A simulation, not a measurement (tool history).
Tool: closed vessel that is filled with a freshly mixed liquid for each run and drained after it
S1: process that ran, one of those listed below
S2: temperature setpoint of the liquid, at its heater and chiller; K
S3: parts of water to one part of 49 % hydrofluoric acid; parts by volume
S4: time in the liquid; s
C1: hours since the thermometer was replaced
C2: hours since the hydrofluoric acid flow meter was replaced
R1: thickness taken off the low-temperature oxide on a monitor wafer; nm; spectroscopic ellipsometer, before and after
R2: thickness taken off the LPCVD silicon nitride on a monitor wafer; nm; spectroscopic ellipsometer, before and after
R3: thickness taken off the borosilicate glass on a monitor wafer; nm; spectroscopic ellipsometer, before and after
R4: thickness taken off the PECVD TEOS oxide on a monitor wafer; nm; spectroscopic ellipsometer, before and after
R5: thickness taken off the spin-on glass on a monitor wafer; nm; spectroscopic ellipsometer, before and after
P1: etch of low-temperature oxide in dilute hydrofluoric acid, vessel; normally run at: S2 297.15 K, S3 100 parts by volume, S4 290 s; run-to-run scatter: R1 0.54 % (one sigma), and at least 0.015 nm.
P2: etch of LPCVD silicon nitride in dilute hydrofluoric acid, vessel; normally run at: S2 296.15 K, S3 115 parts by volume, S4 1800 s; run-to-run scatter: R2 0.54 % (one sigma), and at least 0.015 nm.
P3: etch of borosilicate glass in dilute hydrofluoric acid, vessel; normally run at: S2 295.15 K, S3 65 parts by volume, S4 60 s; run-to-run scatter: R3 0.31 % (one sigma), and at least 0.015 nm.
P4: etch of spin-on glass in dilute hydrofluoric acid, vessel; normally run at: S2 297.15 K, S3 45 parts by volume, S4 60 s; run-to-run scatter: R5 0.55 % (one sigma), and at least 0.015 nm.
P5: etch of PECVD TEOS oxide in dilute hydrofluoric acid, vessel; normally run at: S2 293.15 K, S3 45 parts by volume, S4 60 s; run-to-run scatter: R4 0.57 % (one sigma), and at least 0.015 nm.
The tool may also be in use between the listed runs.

run	day	S1	S2	S3	S4	C1	C2	R1	R2	R3	R4	R5
1	0.529	P1	297.15	100	290	1361.0	1005.9	50.284				
2	0.950	P2	290.65	115	1800	1371.1	1016.0		4.6033			
3	1.517	P1	297.15	100	520	1384.7	1029.6	90.656				
4	2.146	P1	301.15	100	480	1399.8	1044.7	96.931				
5	2.904	P3	295.15	65	90	1418.0	1062.9			45.897		
6	3.358	P1	297.15	100	290	1428.9	1073.8	50.654				
7	3.708	P5	293.15	45	60	1437.3	1082.2				10.1410	
8	4.238	P3	295.15	65	60	1450.0	1094.9			30.536		
9	4.633	P2	296.15	115	2850	1459.5	1104.4		10.5040			
10	5.129	P4	297.15	45	60	1471.4	1116.3					57.520
11	5.821	P2	296.15	115	1800	1488.0	1132.9		6.5581			
12	6.475	P4	297.15	45	60	1503.7	1148.6					57.397
13	6.862	P1	297.15	60	535	1513.0	1157.9	162.990				
14	7.279	P1	297.15	30	290	1523.0	1167.9	183.060				
15	8.050	P2	296.15	180	1800	1541.5	1186.4		4.2859			
16	8.750	P1	297.15	165	290	1558.3	1203.2	28.360				
# day 8.838: thermometer replaced
17	9.288	P1	303.15	100	290	10.8	1216.1	64.033				
18	9.829	P5	293.15	45	30	23.8	1229.1				5.0551	
19	10.308	P1	297.15	100	290	35.3	1240.6	50.559				
# day 10.625: hydrofluoric acid flow meter replaced
20	10.821	P1	290.15	100	290	47.6	4.7	37.533				
21	11.388	P4	297.15	75	60	61.2	18.3					33.087
22	11.746	P3	301.15	65	60	69.8	26.9			38.794		
23	12.496	P3	295.15	105	60	87.8	44.9			18.033		
24	12.962	P4	297.15	45	95	99.0	56.1					90.633
25	13.588	P1	297.15	100	60	114.0	71.1	10.352				
26	14.271	P1	297.15	100	290	130.4	87.5	50.156				
27	14.858	P4	303.65	45	60	144.5	101.6					74.104
28	15.208	P5	299.65	45	60	152.9	110.0				13.2870	
29	15.750	P1	297.15	100	290	165.9	123.0	50.122				
30	16.367	P5	293.15	20	60	180.7	137.8				23.3600	
31	16.975	P1	297.15	100	290	195.3	152.4	50.282				
32	17.512	P1	297.15	100	290	208.2	165.3	49.505				
33	18.025	P1	297.15	100	290	220.5	177.6	48.206				
34	18.421	P1	297.15	100	290	230.0	187.1	48.207				
35	19.071	P1	297.15	100	290	245.6	202.7	47.781				
36	19.438	P1	297.15	100	290	254.4	211.5	48.222				
37	19.842	P1	297.15	100	290	264.1	221.2	47.759				
38	20.233	P1	297.15	100	290	273.5	230.6	48.007				

Run 39 comes next. What will it give?
39	20.583	P1	297.15	100	290	281.9	239.0	?				

Run 39 gave R1 47.624 nm.

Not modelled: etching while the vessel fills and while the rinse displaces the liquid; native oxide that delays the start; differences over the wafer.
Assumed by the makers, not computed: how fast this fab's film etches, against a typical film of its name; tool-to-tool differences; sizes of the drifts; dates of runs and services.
